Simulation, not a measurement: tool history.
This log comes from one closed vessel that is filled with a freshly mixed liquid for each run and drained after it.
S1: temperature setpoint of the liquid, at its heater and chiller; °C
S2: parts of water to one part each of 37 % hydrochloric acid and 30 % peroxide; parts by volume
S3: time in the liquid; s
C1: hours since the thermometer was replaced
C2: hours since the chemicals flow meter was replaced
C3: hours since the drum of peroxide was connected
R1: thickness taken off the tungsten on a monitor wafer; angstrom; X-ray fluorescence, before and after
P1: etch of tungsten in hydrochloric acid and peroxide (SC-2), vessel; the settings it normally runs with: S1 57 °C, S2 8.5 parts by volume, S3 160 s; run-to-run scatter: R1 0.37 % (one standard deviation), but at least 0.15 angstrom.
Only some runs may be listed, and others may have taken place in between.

run	day	S1	S2	S3	C1	C2	C3	R1
1	0.55	57	8.5	160	1135	503.8	96.4	546.31
2	0.988	57	8.5	160	1145.5	514.3	106.9	548.26
3	1.425	57	8.5	310	1156	524.8	117.4	1055.1
4	1.925	57	8.5	160	1168	536.8	129.4	543.38
5	2.562	57	15	160	1183.3	552.1	144.7	337.1
6	2.867	57	13.5	95	1190.6	559.4	152	218.74
7	3.479	57	8.5	160	1205.3	574.1	166.7	543.02
8	4.033	57	8.5	160	1218.6	587.4	180	544.9
9	4.458	70.5	8.5	160	1228.8	597.6	190.2	1251.1
10	4.946	41.5	8.5	160	1240.5	609.3	201.9	192.87
11	5.292	57	8.5	160	1248.8	617.6	210.2	543.99
12	5.733	57	8.5	30	1259.4	628.2	220.8	101.82

What does the tool deliver on the next run?
13	6.092	57	4	160	1268	636.8	229.4	?

R1: 953.04 angstrom
